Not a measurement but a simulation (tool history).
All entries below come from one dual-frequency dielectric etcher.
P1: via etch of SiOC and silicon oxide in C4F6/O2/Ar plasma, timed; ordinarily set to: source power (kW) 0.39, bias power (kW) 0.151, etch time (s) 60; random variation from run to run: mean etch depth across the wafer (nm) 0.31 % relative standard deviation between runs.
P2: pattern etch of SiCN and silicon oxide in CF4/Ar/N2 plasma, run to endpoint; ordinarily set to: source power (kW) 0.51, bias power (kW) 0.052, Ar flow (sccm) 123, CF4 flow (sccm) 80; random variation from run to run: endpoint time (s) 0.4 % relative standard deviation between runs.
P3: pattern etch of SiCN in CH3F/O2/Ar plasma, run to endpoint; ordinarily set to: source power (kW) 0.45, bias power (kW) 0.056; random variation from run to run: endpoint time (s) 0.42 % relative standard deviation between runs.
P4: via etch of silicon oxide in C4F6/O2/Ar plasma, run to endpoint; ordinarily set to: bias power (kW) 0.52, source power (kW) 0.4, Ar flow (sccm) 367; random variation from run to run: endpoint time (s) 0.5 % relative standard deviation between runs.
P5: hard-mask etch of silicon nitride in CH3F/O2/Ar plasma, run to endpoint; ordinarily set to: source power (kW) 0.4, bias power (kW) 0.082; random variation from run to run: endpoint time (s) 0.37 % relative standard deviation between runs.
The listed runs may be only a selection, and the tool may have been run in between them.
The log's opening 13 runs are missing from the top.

| run | hour | process that ran | source power (kW) | bias power (kW) | etch time (s) | Ar flow (sccm) | CF4 flow (sccm) | mean etch depth across the wafer (nm) | endpoint time (s) |
|---|---|---|---|---|---|---|---|---|---|
| 14 | 138.8 | P1 | 0.39 | 0.093 | 85.5 |  |  | 78.848 |  |
| 15 | 148.3 | P1 | 0.39 | 0.151 | 60 |  |  | 63.558 |  |
| 16 | 154.9 | P4 | 0.4 | 0.736 |  | 367 |  |  | 23.703 |
| 17 | 167.9 | P4 | 0.56 | 0.52 |  | 367 |  |  | 24.027 |
| 18 | 175.1 | P1 | 0.47 | 0.151 | 60 |  |  | 68.47 |  |
| 19 | 183.1 | P1 | 0.39 | 0.151 | 60 |  |  | 63.309 |  |
| 20 | 190.2 | P2 | 0.51 | 0.052 |  | 123 | 80 |  | 9.8716 |
| 21 | 196.7 | P2 | 0.51 | 0.052 |  | 98 | 80 |  | 9.4675 |
| 22 | 207.6 | P2 | 0.51 | 0.032 |  | 123 | 80 |  | 11.422 |
| 23 | 220.4 | P2 | 0.51 | 0.052 |  | 123 | 80 |  | 9.8574 |

Estimate the outcome of run 24 from the log above:
| 24 | 229.9 | P4 | 0.4 | 0.52 |  | 436 |  |  | ? |

Run 24 gave endpoint time (s) 27.741.
